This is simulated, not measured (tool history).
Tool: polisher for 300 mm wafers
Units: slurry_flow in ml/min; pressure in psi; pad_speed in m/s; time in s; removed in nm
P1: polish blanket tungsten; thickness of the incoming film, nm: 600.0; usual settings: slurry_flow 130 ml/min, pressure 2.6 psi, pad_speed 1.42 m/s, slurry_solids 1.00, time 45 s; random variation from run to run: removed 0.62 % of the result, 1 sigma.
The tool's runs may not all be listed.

run	hour	slurry_flow	pressure	pad_speed	slurry_solids	time	removed
1	7.0	130	2.6	1.42	1.00	45	196.920
2	13.0	130	3.7	1.42	1.00	45	283.320
3	18.0	130	3.3	1.90	1.00	45	335.140
4	22.4	130	1.3	1.42	1.00	45	98.540
5	27.3	130	2.6	1.80	1.00	45	248.060
6	34.2	130	2.6	1.42	1.00	45	195.610
7	38.8	130	2.6	1.42	1.25	45	206.480
8	46.3	130	2.6	1.42	1.00	25	109.700
9	51.4	130	2.6	1.42	0.65	45	179.980
10	57.4	175	2.6	1.42	1.00	45	207.640
11	63.5	130	2.6	1.42	1.00	45	197.790
12	67.3	130	2.6	1.42	1.00	45	197.090
13	74.4	130	2.6	1.42	1.00	65	282.310
14	82.0	80	2.6	1.42	1.00	45	175.030
15	89.4	130	2.6	1.42	1.00	45	198.340
16	95.0	130	2.6	0.66	1.00	45	90.725
17	101.4	130	2.6	1.42	1.00	45	197.610
18	108.1	130	2.6	1.42	1.00	45	189.150
19	112.7	130	2.6	1.42	1.00	45	184.910
20	116.5	130	2.6	1.42	1.00	45	183.780
# hour 120.1: head pressure recalibrated
21	120.2	130	2.6	1.42	1.00	45	183.900
# hour 122.5: worn pad replaced by a new one
# hour 122.6: slurry tank refilled with fresh slurry and peroxide
22	127.5	130	2.6	1.42	1.00	45	181.120
23	131.7	130	2.6	1.42	1.00	45	180.460

What P1 gives has crept away from where it was. These 2 causes fit the log equally well, each at the size given:
A: abrasive missing from the slurry, % = 28.1
B: slurry flow missing at the pad, % = 28.3
The creep began at about hour 101.4.
Why every other cause is out:
removal rate lost through wear of the pad, %: serviced at hour 122.5, which brought nothing back
head's pressure below its setpoint, %: serviced at hour 120.1, which brought nothing back
peroxide lost from the slurry, %: serviced at hour 122.6, which brought nothing back

4 check runs are offered, each on 2 wafers whose results are averaged, their results left as question marks. Which one tells the causes apart?
check 1	135.9	130	2.6	1.42	0.70	45	?
check 2	135.9	80	2.6	1.42	1.00	45	?
check 3	135.9	130	2.6	1.04	1.00	45	?
check 4	135.9	130	2.6	1.42	1.00	59	?

What each check would give under each cause:
check	result	if A	if B
check 1	removed	168.060	167.570
check 2	removed	161.400	155.080
check 3	removed	133.350	133.330
check 4	removed	238.710	238.680
How far apart the two closest causes lie, in the result that separates them most: check 1 0.29 %; check 2 3.99 %; check 3 0.01 %; check 4 0.01 %
Only check 2 tells the causes apart: in the others they would give nearly the same result.

Then check 2 was run and gave: removed 156.370 nm. Which cause is it?

It is B: slurry flow missing at the pad, %.
